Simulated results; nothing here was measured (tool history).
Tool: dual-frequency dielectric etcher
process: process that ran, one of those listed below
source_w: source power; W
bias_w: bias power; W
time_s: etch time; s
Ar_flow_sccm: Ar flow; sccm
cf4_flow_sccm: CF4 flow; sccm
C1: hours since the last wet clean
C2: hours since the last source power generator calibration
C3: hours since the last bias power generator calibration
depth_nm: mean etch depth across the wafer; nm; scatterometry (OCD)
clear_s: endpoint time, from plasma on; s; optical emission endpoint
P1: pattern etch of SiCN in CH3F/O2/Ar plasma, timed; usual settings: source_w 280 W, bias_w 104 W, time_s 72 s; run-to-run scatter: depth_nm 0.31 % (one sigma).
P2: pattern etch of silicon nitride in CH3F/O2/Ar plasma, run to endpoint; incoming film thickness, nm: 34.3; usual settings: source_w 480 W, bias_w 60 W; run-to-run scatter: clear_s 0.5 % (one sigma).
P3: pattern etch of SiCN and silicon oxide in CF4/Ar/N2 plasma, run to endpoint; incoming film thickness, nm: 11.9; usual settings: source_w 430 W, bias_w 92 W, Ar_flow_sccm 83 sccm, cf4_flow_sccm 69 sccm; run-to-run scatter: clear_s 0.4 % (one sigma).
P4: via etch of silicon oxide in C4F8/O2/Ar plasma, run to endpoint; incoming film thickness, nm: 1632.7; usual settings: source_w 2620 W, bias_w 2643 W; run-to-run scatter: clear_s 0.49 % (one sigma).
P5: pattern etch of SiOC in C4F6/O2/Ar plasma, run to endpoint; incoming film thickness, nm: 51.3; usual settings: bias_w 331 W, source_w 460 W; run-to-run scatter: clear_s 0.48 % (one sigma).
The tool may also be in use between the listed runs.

Run 1, hour 6.7: process P1, source_w 280 W, bias_w 104 W, time_s 72 s; C1 312.4; C2 1404.7; C3 1279.2. Result: depth_nm 26.926 nm.
Run 2, hour 12.7: process P1, source_w 280 W, bias_w 104 W, time_s 72 s; C1 318.4; C2 1410.7; C3 1285.2. Result: depth_nm 26.874 nm.
Run 3, hour 19.1: process P1, source_w 360 W, bias_w 104 W, time_s 72 s; C1 324.8; C2 1417.1; C3 1291.6. Result: depth_nm 29.473 nm.
Run 4, hour 22.7: process P5, source_w 600 W, bias_w 331 W; C1 328.4; C2 1420.7; C3 1295.2. Result: clear_s 17.248 s.
Run 5, hour 26.2: process P1, source_w 280 W, bias_w 104 W, time_s 72 s; C1 331.9; C2 1424.2; C3 1298.7. Result: depth_nm 26.876 nm.
Run 6, hour 33.5: process P1, source_w 280 W, bias_w 146 W, time_s 72 s; C1 339.2; C2 1431.5; C3 1306. Result: depth_nm 30.614 nm.
Run 7, hour 39.9: process P3, source_w 430 W, bias_w 92 W, Ar_flow_sccm 83 sccm, cf4_flow_sccm 87 sccm; C1 345.6; C2 1437.9; C3 1312.4. Result: clear_s 11.903 s.
Run 8, hour 46.5: process P1, source_w 280 W, bias_w 75 W, time_s 72 s; C1 352.2; C2 1444.5; C3 1319. Result: depth_nm 23.876 nm.
Run 9, hour 51.4: process P2, source_w 480 W, bias_w 60 W; C1 357.1; C2 1449.4; C3 1323.9. Result: clear_s 48.917 s.
Run 10, hour 55.2: process P3, source_w 430 W, bias_w 92 W, Ar_flow_sccm 109 sccm, cf4_flow_sccm 69 sccm; C1 360.9; C2 1453.2; C3 1327.7. Result: clear_s 12.689 s.
Run 11, hour 61.8: process P1, source_w 280 W, bias_w 136 W, time_s 55 s; C1 367.5; C2 1459.8; C3 1334.3. Result: depth_nm 22.855 nm.
At hour 66.4: bias power generator calibrated.
Run 12, hour 68.8: process P3, source_w 260 W, bias_w 92 W, Ar_flow_sccm 83 sccm, cf4_flow_sccm 69 sccm; C1 374.5; C2 1466.8; C3 2.4. Result: clear_s 19.023 s.
Run 13, hour 74.5: process P1, source_w 380 W, bias_w 104 W, time_s 41.5 s; C1 380.2; C2 1472.5; C3 8.1. Result: depth_nm 17.309 nm.
Run 14, hour 78.4: process P4, source_w 2620 W, bias_w 3237 W; C1 384.1; C2 1476.4; C3 12. Result: clear_s 256.44 s.
Run 15, hour 83.6: process P1, source_w 280 W, bias_w 104 W, time_s 52.5 s; C1 389.3; C2 1481.6; C3 17.2. Result: depth_nm 19.585 nm.
Run 16, hour 89.9: process P1, source_w 280 W, bias_w 104 W, time_s 72 s; C1 395.6; C2 1487.9; C3 23.5. Result: depth_nm 26.948 nm.
Run 17, hour 96.9: process P3, source_w 430 W, bias_w 116 W, Ar_flow_sccm 83 sccm, cf4_flow_sccm 69 sccm; C1 402.6; C2 1494.9; C3 30.5. Result: clear_s 11.295 s.
Run 18, hour 102.9: process P1, source_w 190 W, bias_w 104 W, time_s 72 s; C1 408.6; C2 1500.9; C3 36.5. Result: depth_nm 23.404 nm.
Run 19, hour 106.2: process P2, source_w 480 W, bias_w 48 W; C1 411.9; C2 1504.2; C3 39.8. Result: clear_s 52.112 s.
Run 20, hour 113.4: process P4, source_w 1530 W, bias_w 2643 W; C1 419.1; C2 1511.4; C3 47. Result: clear_s 339.74 s.
Run 21, hour 117.3: process P5, source_w 460 W, bias_w 331 W; C1 423; C2 1515.3; C3 50.9. Result: clear_s 18.875 s.
Run 22, hour 122.2: process P1, source_w 280 W, bias_w 104 W, time_s 72 s; C1 427.9; C2 1520.2; C3 55.8. Result: depth_nm 26.923 nm.
Run 23, hour 126.4: process P1, source_w 230 W, bias_w 131 W, time_s 72 s; C1 432.1; C2 1524.4; C3 60. Result: depth_nm 27.576 nm.
Run 24, hour 133: process P4, source_w 2620 W, bias_w 2643 W; C1 438.7; C2 1531; C3 66.6. Result: clear_s 275.16 s.
Run 25, hour 138.9: process P2, source_w 650 W, bias_w 60 W; C1 444.6; C2 1536.9; C3 72.5. Result: clear_s 43.551 s.
Run 26, hour 142.4: process P3, source_w 430 W, bias_w 92 W, Ar_flow_sccm 83 sccm, cf4_flow_sccm 69 sccm; C1 448.1; C2 1540.4; C3 76. Result: clear_s 12.259 s.
Run 27, hour 148: process P1, source_w 280 W, bias_w 104 W, time_s 107 s; C1 453.7; C2 1546; C3 81.6. Result: depth_nm 39.78 nm.
Run 28, hour 153.7: process P5, source_w 460 W, bias_w 455 W; C1 459.4; C2 1551.7; C3 87.3. Result: clear_s 16.774 s.
Run 29, hour 157.4: process P1, source_w 280 W, bias_w 104 W, time_s 72 s; C1 463.1; C2 1555.4; C3 91. Result: depth_nm 26.744 nm.
Run 30, hour 163.5: process P1, source_w 280 W, bias_w 104 W, time_s 72 s; C1 469.2; C2 1561.5; C3 97.1. Result: depth_nm 26.52 nm.
Run 31, hour 169.9: process P1, source_w 280 W, bias_w 104 W, time_s 72 s; C1 475.6; C2 1567.9; C3 103.5. Result: depth_nm 26.663 nm.
Run 32, hour 175.9: process P1, source_w 280 W, bias_w 104 W, time_s 72 s; C1 481.6; C2 1573.9; C3 109.5. Result: depth_nm 26.55 nm.
At hour 179.2: wet clean of the chamber.
Run 33, hour 181: process P1, source_w 280 W, bias_w 104 W, time_s 72 s; C1 1.9; C2 1579; C3 114.6. Result: depth_nm 26.607 nm.
Run 34, hour 185.6: process P1, source_w 280 W, bias_w 104 W, time_s 72 s; C1 6.5; C2 1583.6; C3 119.2. Result: depth_nm 26.391 nm.
Run 35, hour 189: process P1, source_w 280 W, bias_w 104 W, time_s 72 s; C1 9.9; C2 1587; C3 122.6. Result: depth_nm 26.453 nm.
Run 36, hour 195.9: process P1, source_w 280 W, bias_w 104 W, time_s 72 s; C1 16.8; C2 1593.9; C3 129.5. Result: depth_nm 26.515 nm.
Run 37, hour 201.6: process P1, source_w 280 W, bias_w 104 W, time_s 72 s; C1 22.5; C2 1599.6; C3 135.2. Result: depth_nm 26.383 nm.

What P1 gives has crept away from where it was. These 2 causes fit the log equally well, each at the size given:
A: bias power that arrives under what is set, % = 4.36
B: source power that arrives under what is set, % = 4.6
The creep began at about hour 157.4.
Why every other cause is out:
chamber walls in a state that lowers the etch rate, %: serviced at hour 179.2, which brought nothing back

4 check runs are offered, each on 2 wafers whose results are averaged, their results left as question marks. Which one tells the causes apart?
Run check 1, hour 207.3: process P4, source_w 2620 W, bias_w 2643 W. Result: clear_s ?.
Run check 2, hour 207.3: process P2, source_w 480 W, bias_w 60 W. Result: clear_s ?.
Run check 3, hour 207.3: process P3, source_w 430 W, bias_w 92 W, Ar_flow_sccm 83 sccm, cf4_flow_sccm 69 sccm. Result: clear_s ?.
Run check 4, hour 207.3: process P5, source_w 460 W, bias_w 331 W. Result: clear_s ?.

What each check would give under each cause:
  check   result    if A    if B
check 1  clear_s  277.05  278.55
check 2  clear_s  49.427  49.618
check 3  clear_s  12.481  12.809
check 4  clear_s  19.301  19.346
How far apart the two closest causes lie, in the result that separates them most: check 1 0.54 %; check 2 0.38 %; check 3 2.6 %; check 4 0.24 %
Check 3 tells the causes apart: in the others they would give nearly the same result.

Check 3 was then run and gave: clear_s 12.51 s. Which cause is it?

It is A: bias power that arrives under what is set, %.

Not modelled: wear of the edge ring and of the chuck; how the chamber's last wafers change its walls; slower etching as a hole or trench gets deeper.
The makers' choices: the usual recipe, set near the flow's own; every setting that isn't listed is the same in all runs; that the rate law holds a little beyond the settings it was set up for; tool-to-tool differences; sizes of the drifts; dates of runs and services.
